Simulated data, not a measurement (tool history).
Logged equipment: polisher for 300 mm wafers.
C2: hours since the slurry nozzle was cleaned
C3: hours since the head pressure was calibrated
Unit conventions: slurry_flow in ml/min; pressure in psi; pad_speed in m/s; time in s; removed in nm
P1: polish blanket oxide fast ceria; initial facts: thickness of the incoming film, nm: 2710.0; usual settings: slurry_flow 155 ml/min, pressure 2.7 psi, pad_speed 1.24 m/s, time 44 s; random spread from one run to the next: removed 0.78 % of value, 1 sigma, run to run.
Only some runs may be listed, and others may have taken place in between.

run 1 hour=5.2 | slurry_flow=155 pressure=2.7 pad_speed=1.24 time=44 | wafers_polished_on_this_pad=514 C2=295.5 C3=284.6 | removed=821.51
run 2 hour=11.2 | slurry_flow=155 pressure=2.7 pad_speed=1.24 time=44 | wafers_polished_on_this_pad=598 C2=301.5 C3=290.6 | removed=831.99
run 3 hour=15.5 | slurry_flow=95 pressure=2.7 pad_speed=1.58 time=44 | wafers_polished_on_this_pad=658 C2=305.8 C3=294.9 | removed=943.12
run 4 hour=22.3 | slurry_flow=155 pressure=4.0 pad_speed=1.24 time=44 | wafers_polished_on_this_pad=753 C2=312.6 C3=301.7 | removed=1228.40
run 5 hour=29.0 | slurry_flow=155 pressure=2.7 pad_speed=1.64 time=44 | wafers_polished_on_this_pad=847 C2=319.3 C3=308.4 | removed=1088.00
run 6 hour=35.3 | slurry_flow=95 pressure=2.7 pad_speed=1.24 time=44 | wafers_polished_on_this_pad=935 C2=325.6 C3=314.7 | removed=738.80
run 7 hour=41.4 | slurry_flow=155 pressure=2.7 pad_speed=1.24 time=44 | wafers_polished_on_this_pad=1020 C2=331.7 C3=320.8 | removed=825.41
run 8 hour=49.1 | slurry_flow=155 pressure=2.7 pad_speed=1.24 time=44 | wafers_polished_on_this_pad=1128 C2=339.4 C3=328.5 | removed=819.23
run 9 hour=56.4 | slurry_flow=155 pressure=2.7 pad_speed=0.56 time=44 | wafers_polished_on_this_pad=1230 C2=346.7 C3=335.8 | removed=370.42
run 10 hour=60.6 | slurry_flow=155 pressure=2.7 pad_speed=1.24 time=32 | wafers_polished_on_this_pad=1288 C2=350.9 C3=340.0 | removed=594.60
run 11 hour=68.2 | slurry_flow=235 pressure=2.7 pad_speed=1.24 time=44 | wafers_polished_on_this_pad=1395 C2=358.5 C3=347.6 | removed=883.57
run 12 hour=74.7 | slurry_flow=155 pressure=2.7 pad_speed=1.24 time=58 | wafers_polished_on_this_pad=1485 C2=365.0 C3=354.1 | removed=1078.30
run 13 hour=81.3 | slurry_flow=155 pressure=2.7 pad_speed=1.24 time=44 | wafers_polished_on_this_pad=1578 C2=371.6 C3=360.7 | removed=825.05
run 14 hour=86.3 | slurry_flow=155 pressure=2.7 pad_speed=1.24 time=44 | wafers_polished_on_this_pad=1648 C2=376.6 C3=365.7 | removed=817.27
run 15 hour=91.1 | slurry_flow=155 pressure=1.4 pad_speed=1.24 time=44 | wafers_polished_on_this_pad=1715 C2=381.4 C3=370.5 | removed=430.56
run 16 hour=95.9 | slurry_flow=155 pressure=2.7 pad_speed=1.24 time=44 | wafers_polished_on_this_pad=1782 C2=386.2 C3=375.3 | removed=818.95
run 17 hour=103.8 | slurry_flow=155 pressure=2.7 pad_speed=1.24 time=44 | wafers_polished_on_this_pad=1892 C2=394.1 C3=383.2 | removed=773.09
run 18 hour=109.7 | slurry_flow=155 pressure=2.7 pad_speed=1.24 time=44 | wafers_polished_on_this_pad=1974 C2=400.0 C3=389.1 | removed=767.00
run 19 hour=114.0 | slurry_flow=155 pressure=2.7 pad_speed=1.24 time=44 | wafers_polished_on_this_pad=2035 C2=404.3 C3=393.4 | removed=749.70
-- hour=117.9 worn pad replaced by a new one
run 20 hour=119.0 | slurry_flow=155 pressure=2.7 pad_speed=1.24 time=44 | wafers_polished_on_this_pad=16 C2=409.3 C3=398.4 | removed=749.79
run 21 hour=126.7 | slurry_flow=155 pressure=2.7 pad_speed=1.24 time=44 | wafers_polished_on_this_pad=124 C2=417.0 C3=406.1 | removed=738.66
run 22 hour=133.2 | slurry_flow=155 pressure=2.7 pad_speed=1.24 time=44 | wafers_polished_on_this_pad=214 C2=423.5 C3=412.6 | removed=739.64

P1 no longer gives what it gave before; its output has crept away from where it was. The following 2 causes, each at its listed size, fit the log equally well:
A: slurry flow missing at the pad, % = 39
B: head's pressure below its setpoint, % = 9.92
The onset of the drift is placed at about hour 95.9.
Each remaining cause and why it is not a fit:
removal rate lost through wear of the pad, %: serviced at hour 117.9, after the change had begun; the process did not return to its earlier output

The list below offers 4 check runs, each averaging the results of 5 wafers, and shows each result as a question mark. For which of them would the listed causes give clearly different results?
run check 1 hour=139.7 | slurry_flow=220 pressure=2.7 pad_speed=0.90 time=44 | removed=?
run check 2 hour=139.7 | slurry_flow=155 pressure=2.7 pad_speed=1.52 time=44 | removed=?
run check 3 hour=139.7 | slurry_flow=155 pressure=1.8 pad_speed=0.64 time=44 | removed=?
run check 4 hour=139.7 | slurry_flow=155 pressure=2.7 pad_speed=0.58 time=44 | removed=?

Predicted outcomes, by check and by cause:
check=check_1 result=removed if_A=582.85 if_B=566.39
check=check_2 result=removed if_A=909.89 if_B=909.89
check=check_3 result=removed if_A=255.41 if_B=255.41
check=check_4 result=removed if_A=347.19 if_B=347.20
Gap, in per cent, between the two causes that each check separates least, read from the result that separates them most: check 1 2.86 %; check 2 0 %; check 3 0 %; check 4 0 %
Check 1 distinguishes between the causes, while the remaining checks would return nearly the same result for all of them.

Check 1 has now been run. It gave: removed 579.20 nm. Which of the candidate causes is it?

The correct cause is A, namely: slurry flow missing at the pad, %.
